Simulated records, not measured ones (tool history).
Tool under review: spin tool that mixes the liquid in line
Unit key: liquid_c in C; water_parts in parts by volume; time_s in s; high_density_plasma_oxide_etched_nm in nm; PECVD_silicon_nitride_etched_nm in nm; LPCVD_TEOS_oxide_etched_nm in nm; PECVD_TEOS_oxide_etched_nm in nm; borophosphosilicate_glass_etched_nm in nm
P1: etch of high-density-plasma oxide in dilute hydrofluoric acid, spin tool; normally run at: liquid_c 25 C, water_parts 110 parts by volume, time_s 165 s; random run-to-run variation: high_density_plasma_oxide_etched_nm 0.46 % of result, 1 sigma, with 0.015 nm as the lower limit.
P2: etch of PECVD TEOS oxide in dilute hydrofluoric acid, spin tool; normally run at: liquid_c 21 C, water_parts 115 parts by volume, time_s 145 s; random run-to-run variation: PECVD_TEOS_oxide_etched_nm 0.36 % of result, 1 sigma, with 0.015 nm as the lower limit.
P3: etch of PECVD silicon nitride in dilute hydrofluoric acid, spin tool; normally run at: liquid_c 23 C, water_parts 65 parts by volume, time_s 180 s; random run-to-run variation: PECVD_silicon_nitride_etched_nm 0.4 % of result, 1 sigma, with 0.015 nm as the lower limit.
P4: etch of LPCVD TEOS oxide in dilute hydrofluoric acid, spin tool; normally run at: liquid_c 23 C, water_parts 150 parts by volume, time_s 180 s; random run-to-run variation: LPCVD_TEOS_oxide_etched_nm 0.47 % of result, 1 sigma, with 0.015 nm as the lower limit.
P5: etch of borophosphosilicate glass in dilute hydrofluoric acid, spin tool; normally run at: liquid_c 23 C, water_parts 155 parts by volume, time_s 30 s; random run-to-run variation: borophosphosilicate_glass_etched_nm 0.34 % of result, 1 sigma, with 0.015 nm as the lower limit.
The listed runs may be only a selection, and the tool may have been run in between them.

run	hour	process	liquid_c	water_parts	time_s	hours since the thermometer was replaced	hours since the hydrofluoric acid flow meter was replaced	high_density_plasma_oxide_etched_nm	PECVD_silicon_nitride_etched_nm	LPCVD_TEOS_oxide_etched_nm	PECVD_TEOS_oxide_etched_nm	borophosphosilicate_glass_etched_nm
1	12.3	P1	25	110	165	753.3	958.8	7.8114				
2	25.4	P3	23	20	180	766.4	971.9		29.063			
3	33.2	P1	25	30	85	774.2	979.7	16.339				
4	48.1	P4	17	150	180	789.1	994.6			32.744		
5	58.5	P2	28.5	115	145	799.5	1005				12.556	
6	68.7	P2	21	115	145	809.7	1015.2				9.4094	
7	75.2	P1	25	110	165	816.2	1021.7	7.8219				
8	87.1	P1	25	165	165	828.1	1033.6	4.9042				
9	97.1	P2	21	195	145	838.1	1043.6				5.1049	
10	110.5	P4	23	150	180	851.5	1057			41.318		
11	124.2	P1	25	165	75	865.2	1070.7	2.2216				
12	136.6	P1	25	65	165	877.6	1083.1	14.086				
13	146.8	P5	23	155	30	887.8	1093.3					10.609
14	155.3	P1	21.5	110	165	896.3	1101.8	6.8534				
15	169.4	P4	23	60	180	910.4	1115.9			115.52		
16	176.1	P1	33	110	165	917.1	1122.6	10.586				
17	188.4	P5	19	155	30	929.4	1134.9					9.0297
18	196.2	P1	25	110	165	937.2	1142.7	7.9436				
19	210.8	P1	25	110	165	951.8	1157.3	7.8157				
20	222.3	P1	25	110	265	963.3	1168.8	12.584				
21	235.8	P5	23	155	15	976.8	1182.3					5.3103
22	246.2	P2	21	115	230	987.2	1192.7				15.053	
23	253.5	P3	17	65	180	994.5	1200		6.1229			

Predict the results of run 24:
24	261	P3	23	65	180	1002	1207.5		?			

{"run 24": {"PECVD_silicon_nitride_etched_nm": 9.3097}}

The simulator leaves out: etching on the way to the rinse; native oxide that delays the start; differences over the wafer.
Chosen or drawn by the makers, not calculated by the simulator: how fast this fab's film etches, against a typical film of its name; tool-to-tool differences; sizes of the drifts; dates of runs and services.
